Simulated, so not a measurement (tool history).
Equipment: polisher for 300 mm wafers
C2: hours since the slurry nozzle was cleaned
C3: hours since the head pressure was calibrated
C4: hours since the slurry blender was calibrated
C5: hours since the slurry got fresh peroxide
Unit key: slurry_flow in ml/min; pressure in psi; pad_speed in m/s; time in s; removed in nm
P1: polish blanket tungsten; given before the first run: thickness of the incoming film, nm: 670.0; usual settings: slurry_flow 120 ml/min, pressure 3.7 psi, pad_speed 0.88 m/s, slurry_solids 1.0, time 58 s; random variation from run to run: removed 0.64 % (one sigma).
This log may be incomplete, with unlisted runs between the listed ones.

{"run": 1, "hour": 7.9, "slurry_flow": 120, "pressure": 3.7, "pad_speed": 0.88, "slurry_solids": 1.0, "time": 58, "wafers polished on this pad": 281, "C2": 164.1, "C3": 692.7, "C4": 87.9, "C5": 47.0, "removed": 214.24}
{"run": 2, "hour": 16.3, "slurry_flow": 120, "pressure": 3.7, "pad_speed": 0.6, "slurry_solids": 1.0, "time": 58, "wafers polished on this pad": 376, "C2": 172.5, "C3": 701.1, "C4": 96.3, "C5": 55.4, "removed": 146.1}
{"run": 3, "hour": 20.6, "slurry_flow": 120, "pressure": 1.7, "pad_speed": 0.88, "slurry_solids": 1.0, "time": 58, "wafers polished on this pad": 425, "C2": 176.8, "C3": 705.4, "C4": 100.6, "C5": 59.7, "removed": 97.943}
{"run": 4, "hour": 29.0, "slurry_flow": 120, "pressure": 3.7, "pad_speed": 0.88, "slurry_solids": 1.0, "time": 58, "wafers polished on this pad": 520, "C2": 185.2, "C3": 713.8, "C4": 109.0, "C5": 68.1, "removed": 214.92}
{"run": 5, "hour": 36.2, "slurry_flow": 120, "pressure": 3.7, "pad_speed": 0.88, "slurry_solids": 1.0, "time": 82, "wafers polished on this pad": 601, "C2": 192.4, "C3": 721.0, "C4": 116.2, "C5": 75.3, "removed": 302.82}
{"run": 6, "hour": 45.3, "slurry_flow": 120, "pressure": 3.7, "pad_speed": 0.88, "slurry_solids": 1.0, "time": 36, "wafers polished on this pad": 704, "C2": 201.5, "C3": 730.1, "C4": 125.3, "C5": 84.4, "removed": 133.28}
{"run": 7, "hour": 49.7, "slurry_flow": 120, "pressure": 3.7, "pad_speed": 0.88, "slurry_solids": 1.0, "time": 58, "wafers polished on this pad": 753, "C2": 205.9, "C3": 734.5, "C4": 129.7, "C5": 88.8, "removed": 214.27}
{"run": 8, "hour": 54.7, "slurry_flow": 120, "pressure": 3.7, "pad_speed": 0.88, "slurry_solids": 0.7, "time": 58, "wafers polished on this pad": 810, "C2": 210.9, "C3": 739.5, "C4": 134.7, "C5": 93.8, "removed": 198.42}
{"run": 9, "hour": 60.9, "slurry_flow": 155, "pressure": 3.7, "pad_speed": 0.88, "slurry_solids": 1.0, "time": 58, "wafers polished on this pad": 880, "C2": 217.1, "C3": 745.7, "C4": 140.9, "C5": 100.0, "removed": 227.68}
{"run": 10, "hour": 67.1, "slurry_flow": 120, "pressure": 3.7, "pad_speed": 0.88, "slurry_solids": 1.0, "time": 58, "wafers polished on this pad": 950, "C2": 223.3, "C3": 751.9, "C4": 147.1, "C5": 106.2, "removed": 215.3}
{"run": 11, "hour": 73.3, "slurry_flow": 120, "pressure": 3.7, "pad_speed": 0.88, "slurry_solids": 1.0, "time": 58, "wafers polished on this pad": 1020, "C2": 229.5, "C3": 758.1, "C4": 153.3, "C5": 112.4, "removed": 214.8}
{"hour": 78.2, "done": "slurry blender recalibrated"}
{"run": 12, "hour": 82.5, "slurry_flow": 120, "pressure": 3.7, "pad_speed": 0.88, "slurry_solids": 1.0, "time": 58, "wafers polished on this pad": 1124, "C2": 238.7, "C3": 767.3, "C4": 4.4, "C5": 121.6, "removed": 217.32}
{"run": 13, "hour": 87.7, "slurry_flow": 70, "pressure": 3.7, "pad_speed": 0.88, "slurry_solids": 0.8, "time": 58, "wafers polished on this pad": 1183, "C2": 243.9, "C3": 772.5, "C4": 9.6, "C5": 126.8, "removed": 176.74}
{"run": 14, "hour": 96.9, "slurry_flow": 70, "pressure": 3.7, "pad_speed": 0.88, "slurry_solids": 1.0, "time": 58, "wafers polished on this pad": 1287, "C2": 253.1, "C3": 781.7, "C4": 18.8, "C5": 136.0, "removed": 186.01}
{"run": 15, "hour": 105.5, "slurry_flow": 120, "pressure": 3.7, "pad_speed": 0.54, "slurry_solids": 1.0, "time": 77, "wafers polished on this pad": 1384, "C2": 261.7, "C3": 790.3, "C4": 27.4, "C5": 144.6, "removed": 175.16}
{"run": 16, "hour": 113.7, "slurry_flow": 120, "pressure": 4.9, "pad_speed": 0.88, "slurry_solids": 1.0, "time": 58, "wafers polished on this pad": 1476, "C2": 269.9, "C3": 798.5, "C4": 35.6, "C5": 152.8, "removed": 285.24}
{"run": 17, "hour": 122.0, "slurry_flow": 120, "pressure": 3.7, "pad_speed": 0.88, "slurry_solids": 1.5, "time": 58, "wafers polished on this pad": 1570, "C2": 278.2, "C3": 806.8, "C4": 43.9, "C5": 161.1, "removed": 236.99}
{"run": 18, "hour": 127.8, "slurry_flow": 120, "pressure": 3.7, "pad_speed": 1.32, "slurry_solids": 1.0, "time": 58, "wafers polished on this pad": 1636, "C2": 284.0, "C3": 812.6, "C4": 49.7, "C5": 166.9, "removed": 318.57}
{"run": 19, "hour": 136.4, "slurry_flow": 120, "pressure": 3.7, "pad_speed": 0.88, "slurry_solids": 1.0, "time": 58, "wafers polished on this pad": 1733, "C2": 292.6, "C3": 821.2, "C4": 58.3, "C5": 175.5, "removed": 212.34}
{"run": 20, "hour": 143.3, "slurry_flow": 120, "pressure": 3.7, "pad_speed": 0.88, "slurry_solids": 1.0, "time": 58, "wafers polished on this pad": 1811, "C2": 299.5, "C3": 828.1, "C4": 65.2, "C5": 182.4, "removed": 213.88}
{"run": 21, "hour": 150.7, "slurry_flow": 120, "pressure": 3.7, "pad_speed": 0.88, "slurry_solids": 1.0, "time": 58, "wafers polished on this pad": 1894, "C2": 306.9, "C3": 835.5, "C4": 72.6, "C5": 189.8, "removed": 209.43}
{"run": 22, "hour": 158.5, "slurry_flow": 120, "pressure": 3.7, "pad_speed": 0.88, "slurry_solids": 1.0, "time": 58, "wafers polished on this pad": 1983, "C2": 314.7, "C3": 843.3, "C4": 80.4, "C5": 197.6, "removed": 202.32}

What will run 23 give?
{"run": 23, "hour": 165.1, "slurry_flow": 120, "pressure": 3.7, "pad_speed": 0.88, "slurry_solids": 1.0, "time": 58, "wafers polished on this pad": 2057, "C2": 321.3, "C3": 849.9, "C4": 87.0, "C5": 204.2, "removed": "?"}

{"run 23": {"removed": 197.54}}
